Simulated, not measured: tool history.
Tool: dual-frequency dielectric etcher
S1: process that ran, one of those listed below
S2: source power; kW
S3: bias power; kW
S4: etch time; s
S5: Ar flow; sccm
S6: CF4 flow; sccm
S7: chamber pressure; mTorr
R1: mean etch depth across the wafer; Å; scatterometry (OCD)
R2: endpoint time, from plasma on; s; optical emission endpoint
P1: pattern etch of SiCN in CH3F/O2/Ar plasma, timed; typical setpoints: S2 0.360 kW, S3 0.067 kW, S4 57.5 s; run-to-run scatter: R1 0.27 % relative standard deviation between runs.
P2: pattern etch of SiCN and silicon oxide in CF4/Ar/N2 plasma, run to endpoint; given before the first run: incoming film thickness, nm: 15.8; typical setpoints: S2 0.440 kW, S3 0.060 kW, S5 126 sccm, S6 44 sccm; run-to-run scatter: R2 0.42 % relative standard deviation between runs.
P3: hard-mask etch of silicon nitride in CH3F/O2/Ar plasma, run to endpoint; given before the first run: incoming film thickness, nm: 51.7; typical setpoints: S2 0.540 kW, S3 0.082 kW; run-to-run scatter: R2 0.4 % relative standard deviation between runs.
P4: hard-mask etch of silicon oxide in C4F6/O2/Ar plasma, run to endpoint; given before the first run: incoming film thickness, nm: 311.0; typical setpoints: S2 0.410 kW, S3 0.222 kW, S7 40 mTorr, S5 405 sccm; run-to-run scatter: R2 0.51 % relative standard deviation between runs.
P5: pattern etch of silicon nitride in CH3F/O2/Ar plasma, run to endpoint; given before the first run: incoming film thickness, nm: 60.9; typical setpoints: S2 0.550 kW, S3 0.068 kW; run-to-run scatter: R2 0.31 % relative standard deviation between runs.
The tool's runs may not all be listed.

Run 1, hour 10.2: S1 P1, S2 0.360 kW, S3 0.067 kW, S4 57.5 s. Result: R1 195.79 Å.
Run 2, hour 17.2: S1 P1, S2 0.360 kW, S3 0.067 kW, S4 57.5 s. Result: R1 196.50 Å.
Run 3, hour 22.4: S1 P1, S2 0.360 kW, S3 0.067 kW, S4 57.5 s. Result: R1 195.67 Å.
Run 4, hour 27.4: S1 P1, S2 0.360 kW, S3 0.067 kW, S4 78.5 s. Result: R1 267.32 Å.
Run 5, hour 34.6: S1 P5, S2 0.550 kW, S3 0.068 kW. Result: R2 78.677 s.
Run 6, hour 40.2: S1 P1, S2 0.360 kW, S3 0.067 kW, S4 57.5 s. Result: R1 196.65 Å.
Run 7, hour 47.7: S1 P2, S2 0.620 kW, S3 0.060 kW, S5 126 sccm, S6 44 sccm. Result: R2 16.748 s.
Run 8, hour 54.6: S1 P1, S2 0.360 kW, S3 0.067 kW, S4 57.5 s. Result: R1 196.35 Å.
Run 9, hour 63.0: S1 P1, S2 0.240 kW, S3 0.053 kW, S4 57.5 s. Result: R1 154.60 Å.
Run 10, hour 68.7: S1 P5, S2 0.550 kW, S3 0.068 kW. Result: R2 79.046 s.
Run 11, hour 77.2: S1 P1, S2 0.360 kW, S3 0.067 kW, S4 31.5 s. Result: R1 107.37 Å.
Run 12, hour 84.8: S1 P3, S2 0.540 kW, S3 0.050 kW. Result: R2 73.580 s.
Run 13, hour 91.4: S1 P5, S2 0.550 kW, S3 0.040 kW. Result: R2 93.296 s.
Run 14, hour 100.9: S1 P2, S2 0.440 kW, S3 0.060 kW, S5 126 sccm, S6 56 sccm. Result: R2 21.751 s.
Run 15, hour 106.9: S1 P1, S2 0.280 kW, S3 0.067 kW, S4 57.5 s. Result: R1 178.07 Å.
Run 16, hour 114.2: S1 P1, S2 0.360 kW, S3 0.095 kW, S4 57.5 s. Result: R1 221.86 Å.
Run 17, hour 124.4: S1 P1, S2 0.360 kW, S3 0.041 kW, S4 57.5 s. Result: R1 166.74 Å.
Run 18, hour 131.7: S1 P2, S2 0.440 kW, S3 0.060 kW, S5 126 sccm, S6 44 sccm. Result: R2 22.509 s.
Run 19, hour 142.0: S1 P4, S2 0.410 kW, S3 0.222 kW, S5 405 sccm, S7 40 mTorr. Result: R2 97.702 s.
Run 20, hour 150.0: S1 P4, S2 0.410 kW, S3 0.222 kW, S5 297 sccm, S7 40 mTorr. Result: R2 94.368 s.
Run 21, hour 159.3: S1 P3, S2 0.540 kW, S3 0.082 kW. Result: R2 62.484 s.
Run 22, hour 164.2: S1 P1, S2 0.360 kW, S3 0.067 kW, S4 57.5 s. Result: R1 195.43 Å.
Run 23, hour 170.9: S1 P4, S2 0.520 kW, S3 0.222 kW, S5 405 sccm, S7 40 mTorr. Result: R2 89.559 s.
Run 24, hour 178.8: S1 P4, S2 0.410 kW, S3 0.222 kW, S5 405 sccm, S7 40 mTorr. Result: R2 97.248 s.
Run 25, hour 189.8: S1 P3, S2 0.540 kW, S3 0.082 kW. Result: R2 62.145 s.
Run 26, hour 196.6: S1 P2, S2 0.440 kW, S3 0.060 kW, S5 74 sccm, S6 44 sccm. Result: R2 20.494 s.
Run 27, hour 203.9: S1 P1, S2 0.460 kW, S3 0.067 kW, S4 57.5 s. Result: R1 213.46 Å.

Forecast run 28:
Run 28, hour 213.4: S1 P3, S2 0.320 kW, S3 0.082 kW. Result: R2 ?.

{"run 28": {"R2": 76.007}}

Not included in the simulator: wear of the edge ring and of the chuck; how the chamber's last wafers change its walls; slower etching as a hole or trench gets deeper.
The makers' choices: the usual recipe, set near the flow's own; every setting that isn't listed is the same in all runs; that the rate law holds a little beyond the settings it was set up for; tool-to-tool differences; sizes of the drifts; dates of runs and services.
